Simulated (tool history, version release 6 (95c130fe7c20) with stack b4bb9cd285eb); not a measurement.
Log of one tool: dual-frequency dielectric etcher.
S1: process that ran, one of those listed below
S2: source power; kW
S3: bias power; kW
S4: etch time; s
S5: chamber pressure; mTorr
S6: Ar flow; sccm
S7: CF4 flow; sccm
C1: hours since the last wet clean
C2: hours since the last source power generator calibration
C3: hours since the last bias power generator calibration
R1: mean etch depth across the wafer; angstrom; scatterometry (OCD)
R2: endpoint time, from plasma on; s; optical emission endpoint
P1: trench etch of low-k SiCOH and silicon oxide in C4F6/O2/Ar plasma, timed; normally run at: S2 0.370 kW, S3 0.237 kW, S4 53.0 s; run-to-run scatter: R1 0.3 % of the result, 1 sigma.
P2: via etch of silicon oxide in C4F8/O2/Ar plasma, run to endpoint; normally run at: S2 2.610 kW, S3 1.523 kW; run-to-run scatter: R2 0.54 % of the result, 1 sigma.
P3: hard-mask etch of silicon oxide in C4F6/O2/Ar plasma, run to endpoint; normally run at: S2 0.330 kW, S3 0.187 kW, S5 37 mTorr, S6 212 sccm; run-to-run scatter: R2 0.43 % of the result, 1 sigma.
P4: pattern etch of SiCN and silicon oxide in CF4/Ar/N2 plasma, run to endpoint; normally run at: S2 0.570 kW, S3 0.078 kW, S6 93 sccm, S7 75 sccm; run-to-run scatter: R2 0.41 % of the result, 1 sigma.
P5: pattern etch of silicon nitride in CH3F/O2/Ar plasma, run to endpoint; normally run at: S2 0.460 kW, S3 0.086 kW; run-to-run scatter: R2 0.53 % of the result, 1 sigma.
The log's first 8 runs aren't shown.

run,day,S1,S2,S3,S4,S5,S6,S7,C1,C2,C3,R1,R2
9,3.354,P4,0.440,0.078,,,93,75,211.8,2348.5,416.4,,11.3200
10,3.704,P4,0.570,0.078,,,93,92,220.2,2356.9,424.8,,8.7504
11,4.100,P3,0.330,0.187,,30,212,,229.7,2366.4,434.3,,81.6760
12,4.517,P1,0.370,0.237,69.0,,,,239.7,2376.4,444.3,2395.4,
13,4.746,P5,0.460,0.049,,,,,245.2,2381.9,449.8,,70.0660
14,5.083,P3,0.330,0.123,,37,212,,253.3,2390.0,457.9,,95.3980
15,5.471,P1,0.370,0.237,53.0,,,,262.6,2399.3,467.2,1839.2,
16,5.896,P1,0.370,0.237,53.0,,,,272.8,2409.5,477.4,1827.5,
17,6.383,P1,0.280,0.237,53.0,,,,284.5,2421.2,489.1,1644.6,
18,6.750,P1,0.370,0.310,53.0,,,,293.3,2430.0,497.9,2011.4,
19,7.083,P4,0.570,0.078,,,93,75,301.3,2438.0,505.9,,9.0525
20,7.504,P1,0.370,0.237,53.0,,,,311.4,2448.1,516.0,1830.6,
21,7.792,P3,0.330,0.187,,37,263,,318.3,2455.0,522.9,,85.8920
22,8.225,P1,0.450,0.237,53.0,,,,328.7,2465.4,533.3,1974.5,
23,8.704,P5,0.460,0.086,,,,,340.2,2476.9,544.8,,58.8220
24,9.071,P2,1.690,1.523,,,,,349.0,2485.7,553.6,,299.9300
25,9.542,P1,0.490,0.327,53.0,,,,360.3,2497.0,564.9,2269.8,
26,9.829,P4,0.570,0.078,,,129,75,367.2,2503.9,571.8,,9.4266

Run 27 comes next. What will it give?
27,10.338,P4,0.570,0.078,,,93,75,379.4,2516.1,584.0,,?

{"run 27": {"R2": 8.9493}}
